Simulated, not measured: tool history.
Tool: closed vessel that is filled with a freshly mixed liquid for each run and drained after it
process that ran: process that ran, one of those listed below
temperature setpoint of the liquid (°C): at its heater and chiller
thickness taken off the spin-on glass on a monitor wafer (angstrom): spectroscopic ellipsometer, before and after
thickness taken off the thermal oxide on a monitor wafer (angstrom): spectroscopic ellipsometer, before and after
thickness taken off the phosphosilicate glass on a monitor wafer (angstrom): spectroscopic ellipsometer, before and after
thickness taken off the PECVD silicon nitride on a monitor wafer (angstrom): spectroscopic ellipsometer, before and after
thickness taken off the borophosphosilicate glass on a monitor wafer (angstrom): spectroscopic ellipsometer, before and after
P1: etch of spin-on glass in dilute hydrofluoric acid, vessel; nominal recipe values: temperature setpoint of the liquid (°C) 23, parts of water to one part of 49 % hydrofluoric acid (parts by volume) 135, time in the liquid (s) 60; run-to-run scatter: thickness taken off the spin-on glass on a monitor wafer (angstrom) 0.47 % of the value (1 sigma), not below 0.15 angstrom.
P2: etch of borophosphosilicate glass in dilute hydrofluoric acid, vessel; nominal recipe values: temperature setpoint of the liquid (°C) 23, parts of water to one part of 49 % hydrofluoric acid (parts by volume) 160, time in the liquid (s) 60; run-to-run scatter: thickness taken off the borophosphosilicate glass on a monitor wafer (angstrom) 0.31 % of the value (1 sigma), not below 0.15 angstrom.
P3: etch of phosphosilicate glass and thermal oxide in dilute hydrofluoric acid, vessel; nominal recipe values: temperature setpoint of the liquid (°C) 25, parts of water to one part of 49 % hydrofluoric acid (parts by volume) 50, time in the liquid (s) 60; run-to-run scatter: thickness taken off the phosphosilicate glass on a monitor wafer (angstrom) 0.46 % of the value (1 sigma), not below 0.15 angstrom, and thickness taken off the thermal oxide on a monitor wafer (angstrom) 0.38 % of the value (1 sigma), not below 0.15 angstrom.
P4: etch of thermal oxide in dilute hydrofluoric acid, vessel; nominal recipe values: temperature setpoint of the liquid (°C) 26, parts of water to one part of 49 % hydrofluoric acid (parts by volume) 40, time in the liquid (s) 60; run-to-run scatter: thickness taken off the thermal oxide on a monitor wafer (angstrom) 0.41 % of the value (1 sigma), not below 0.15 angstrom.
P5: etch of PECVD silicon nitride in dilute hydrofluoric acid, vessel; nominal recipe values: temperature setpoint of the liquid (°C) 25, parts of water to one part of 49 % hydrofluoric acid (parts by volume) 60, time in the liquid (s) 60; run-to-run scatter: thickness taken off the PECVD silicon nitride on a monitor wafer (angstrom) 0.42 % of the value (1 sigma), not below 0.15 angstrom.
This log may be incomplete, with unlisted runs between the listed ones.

| run | day | process that ran | temperature setpoint of the liquid (°C) | parts of water to one part of 49 % hydrofluoric acid (parts by volume) | time in the liquid (s) | thickness taken off the spin-on glass on a monitor wafer (angstrom) | thickness taken off the thermal oxide on a monitor wafer (angstrom) | thickness taken off the phosphosilicate glass on a monitor wafer (angstrom) | thickness taken off the PECVD silicon nitride on a monitor wafer (angstrom) | thickness taken off the borophosphosilicate glass on a monitor wafer (angstrom) |
|---|---|---|---|---|---|---|---|---|---|---|
| 1 | 0.725 | P1 | 23 | 135 | 60 | 196.13 |  |  |  |  |
| 2 | 1.429 | P1 | 17.5 | 135 | 60 | 156.46 |  |  |  |  |
| 3 | 1.988 | P4 | 33.5 | 40 | 60 |  | 112.95 |  |  |  |
| 4 | 2.421 | P1 | 28.5 | 185 | 60 | 165.59 |  |  |  |  |
| 5 | 3.058 | P1 | 19.5 | 230 | 60 | 91.046 |  |  |  |  |
| 6 | 3.388 | P3 | 25 | 50 | 60 |  | 61.295 | 1125.9 |  |  |
| 7 | 4.05 | P1 | 23 | 135 | 100 | 325.32 |  |  |  |  |
| 8 | 4.712 | P1 | 23 | 40 | 60 | 746.73 |  |  |  |  |
| 9 | 5.333 | P5 | 25 | 60 | 60 |  |  |  | 59.025 |  |
| 10 | 5.675 | P2 | 23 | 250 | 60 |  |  |  |  | 136.04 |
| 11 | 6.392 | P1 | 23 | 135 | 60 | 196.44 |  |  |  |  |
| 12 | 6.817 | P1 | 23 | 195 | 60 | 127.39 |  |  |  |  |
| 13 | 7.158 | P2 | 23 | 160 | 60 |  |  |  |  | 231.91 |
| 14 | 7.812 | P3 | 25 | 30 | 60 |  | 104.38 | 1917.9 |  |  |
| 15 | 8.417 | P1 | 30.5 | 135 | 60 | 259.82 |  |  |  |  |
| 16 | 9.092 | P4 | 26 | 40 | 60 |  | 85.17 |  |  |  |
| 17 | 9.817 | P5 | 25 | 25 | 60 |  |  |  | 138.51 |  |
| 18 | 10.192 | P3 | 25 | 50 | 60 |  | 61.321 | 1124.3 |  |  |
| 19 | 10.754 | P5 | 32.5 | 60 | 60 |  |  |  | 96.14 |  |
| 20 | 11.158 | P4 | 26 | 55 | 60 |  | 59.674 |  |  |  |
| 21 | 11.758 | P2 | 23 | 160 | 100 |  |  |  |  | 385.11 |
| 22 | 12.175 | P1 | 23 | 135 | 60 | 195.24 |  |  |  |  |
| 23 | 12.596 | P1 | 23 | 135 | 60 | 194.96 |  |  |  |  |
| 24 | 13.138 | P1 | 23 | 135 | 60 | 194.34 |  |  |  |  |
| 25 | 13.683 | P3 | 25 | 50 | 30 |  | 30.381 | 559.8 |  |  |
| 26 | 14.367 | P1 | 23 | 135 | 30 | 97.44 |  |  |  |  |
| 27 | 14.762 | P3 | 31 | 50 | 60 |  | 78.266 | 1426.6 |  |  |
| 28 | 15.196 | P2 | 17 | 160 | 60 |  |  |  |  | 183.1 |
| 29 | 15.617 | P5 | 25 | 60 | 60 |  |  |  | 59.265 |  |
|  | 16.058 | hydrofluoric acid flow meter replaced |
| 30 | 16.225 | P4 | 26 | 40 | 90 |  | 126.84 |  |  |  |
| 31 | 16.671 | P2 | 23 | 160 | 60 |  |  |  |  | 232.55 |
| 32 | 17.304 | P5 | 25 | 60 | 30 |  |  |  | 29.428 |  |
| 33 | 17.967 | P1 | 23 | 135 | 60 | 196.62 |  |  |  |  |
| 34 | 18.542 | P1 | 23 | 135 | 60 | 202.94 |  |  |  |  |
| 35 | 19.221 | P1 | 23 | 135 | 60 | 207.26 |  |  |  |  |
| 36 | 19.942 | P1 | 23 | 135 | 60 | 211.57 |  |  |  |  |
| 37 | 20.671 | P1 | 23 | 135 | 60 | 213.17 |  |  |  |  |
| 38 | 20.992 | P1 | 23 | 135 | 60 | 213.79 |  |  |  |  |
| 39 | 21.658 | P1 | 23 | 135 | 60 | 214.62 |  |  |  |  |
| 40 | 22.238 | P1 | 23 | 135 | 60 | 214.19 |  |  |  |  |
| 41 | 22.675 | P1 | 23 | 135 | 60 | 214.05 |  |  |  |  |

Compared with where it was, what P1 gives has crept away. Each cause listed below fits the log as well as the rest, at the size given for it:
A: hydrofluoric acid flow above the setpoint (%) = 8.33
B: liquid hotter than its thermometer reads (K) = 2.39
The process output started creeping at around day 17.967.

4 check runs are offered, one wafer each, their results left as question marks. Which one tells the causes apart?
| check 1 | 23.112 | P2 | 17 | 160 | 60 |  |  |  |  | ? |
| check 2 | 23.112 | P5 | 25 | 30 | 30 |  |  |  | ? |  |
| check 3 | 23.112 | P3 | 30 | 50 | 60 |  | ? | ? |  |  |
| check 4 | 23.112 | P4 | 32 | 50 | 60 |  | ? |  |  |  |

How each check would come out, cause by cause:
| check | result | if A | if B |
|---|---|---|---|
| check 1 | thickness taken off the borophosphosilicate glass on a monitor wafer (angstrom) | 200.72 | 201.61 |
| check 2 | thickness taken off the PECVD silicon nitride on a monitor wafer (angstrom) | 63.092 | 68.542 |
| check 3 | thickness taken off the thermal oxide on a monitor wafer (angstrom) | 81.372 | 81.948 |
| check 3 | thickness taken off the phosphosilicate glass on a monitor wafer (angstrom) | 1496.3 | 1506.9 |
| check 4 | thickness taken off the thermal oxide on a monitor wafer (angstrom) | 91.891 | 92.379 |
How far apart the two closest causes lie, in the result that separates them most: check 1 0.44 %; check 2 8.29 %; check 3 0.71 %; check 4 0.53 %
Of the check runs offered, only check 2 discriminates between the causes; the rest would read about the same regardless of which cause applies.

After running check 2, the following was obtained: thickness taken off the PECVD silicon nitride on a monitor wafer (angstrom) 62.909. Which cause does this point to?

It was cause A: hydrofluoric acid flow above the setpoint (%).
